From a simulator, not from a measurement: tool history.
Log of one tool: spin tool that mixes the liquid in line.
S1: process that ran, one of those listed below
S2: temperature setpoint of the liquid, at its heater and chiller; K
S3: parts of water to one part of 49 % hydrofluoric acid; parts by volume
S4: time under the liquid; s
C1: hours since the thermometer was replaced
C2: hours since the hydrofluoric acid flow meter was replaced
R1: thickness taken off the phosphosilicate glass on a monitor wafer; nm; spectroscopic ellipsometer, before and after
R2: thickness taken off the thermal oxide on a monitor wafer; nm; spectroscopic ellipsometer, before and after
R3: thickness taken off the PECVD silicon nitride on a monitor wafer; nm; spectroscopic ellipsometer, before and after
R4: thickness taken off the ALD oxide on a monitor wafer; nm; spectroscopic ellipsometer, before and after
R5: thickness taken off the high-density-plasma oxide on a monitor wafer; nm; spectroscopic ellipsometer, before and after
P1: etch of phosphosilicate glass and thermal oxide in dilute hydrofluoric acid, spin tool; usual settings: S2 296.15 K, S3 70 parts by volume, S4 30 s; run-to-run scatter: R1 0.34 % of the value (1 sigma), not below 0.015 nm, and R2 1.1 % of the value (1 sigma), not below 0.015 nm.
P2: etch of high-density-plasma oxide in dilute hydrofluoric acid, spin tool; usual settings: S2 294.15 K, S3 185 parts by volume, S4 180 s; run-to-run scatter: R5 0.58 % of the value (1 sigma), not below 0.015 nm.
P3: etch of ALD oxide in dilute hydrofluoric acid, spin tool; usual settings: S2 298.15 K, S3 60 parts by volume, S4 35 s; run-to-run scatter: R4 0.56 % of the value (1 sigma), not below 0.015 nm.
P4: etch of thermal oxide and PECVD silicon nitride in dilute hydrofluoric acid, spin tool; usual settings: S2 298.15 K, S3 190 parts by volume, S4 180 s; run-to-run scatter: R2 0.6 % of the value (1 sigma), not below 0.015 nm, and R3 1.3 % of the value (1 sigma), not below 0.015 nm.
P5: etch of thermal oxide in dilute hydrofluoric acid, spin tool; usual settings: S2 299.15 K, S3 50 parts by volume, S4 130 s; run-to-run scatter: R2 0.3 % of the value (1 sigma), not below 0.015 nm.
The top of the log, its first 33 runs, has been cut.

Run 34, hour 198.4: S1 P1, S2 296.15 K, S3 70 parts by volume, S4 30 s; C1 385; C2 687. Result: R1 70.122 nm, R2 1.9504 nm.
Run 35, hour 202.7: S1 P1, S2 296.15 K, S3 70 parts by volume, S4 30 s; C1 389.3; C2 691.3. Result: R1 69.775 nm, R2 2.0213 nm.
Run 36, hour 210.8: S1 P1, S2 296.15 K, S3 70 parts by volume, S4 30 s; C1 397.4; C2 699.4. Result: R1 69.988 nm, R2 1.9501 nm.
Run 37, hour 217.3: S1 P1, S2 296.15 K, S3 70 parts by volume, S4 30 s; C1 403.9; C2 705.9. Result: R1 71.833 nm, R2 2.0345 nm.
Run 38, hour 223.5: S1 P1, S2 296.15 K, S3 70 parts by volume, S4 30 s; C1 410.1; C2 712.1. Result: R1 73.26 nm, R2 2.0215 nm.
Run 39, hour 230.5: S1 P1, S2 296.15 K, S3 70 parts by volume, S4 30 s; C1 417.1; C2 719.1. Result: R1 74.194 nm, R2 2.0704 nm.
Run 40, hour 237.2: S1 P1, S2 296.15 K, S3 70 parts by volume, S4 30 s; C1 423.8; C2 725.8. Result: R1 74.508 nm, R2 2.0673 nm.
Run 41, hour 241.5: S1 P1, S2 296.15 K, S3 70 parts by volume, S4 30 s; C1 428.1; C2 730.1. Result: R1 74.953 nm, R2 2.0939 nm.
Run 42, hour 246.6: S1 P1, S2 296.15 K, S3 70 parts by volume, S4 30 s; C1 433.2; C2 735.2. Result: R1 75.22 nm, R2 2.0723 nm.
Run 43, hour 254.4: S1 P1, S2 296.15 K, S3 70 parts by volume, S4 30 s; C1 441; C2 743. Result: R1 75.204 nm, R2 2.06 nm.
Run 44, hour 258.9: S1 P1, S2 296.15 K, S3 70 parts by volume, S4 30 s; C1 445.5; C2 747.5. Result: R1 75.37 nm, R2 2.0888 nm.

Predict the results of run 45:
Run 45, hour 262.9: S1 P1, S2 296.15 K, S3 70 parts by volume, S4 30 s; C1 449.5; C2 751.5. Result: R1 ?, R2 ?.

{"run 45": {"R1": 75.078, "R2": 2.1198}}
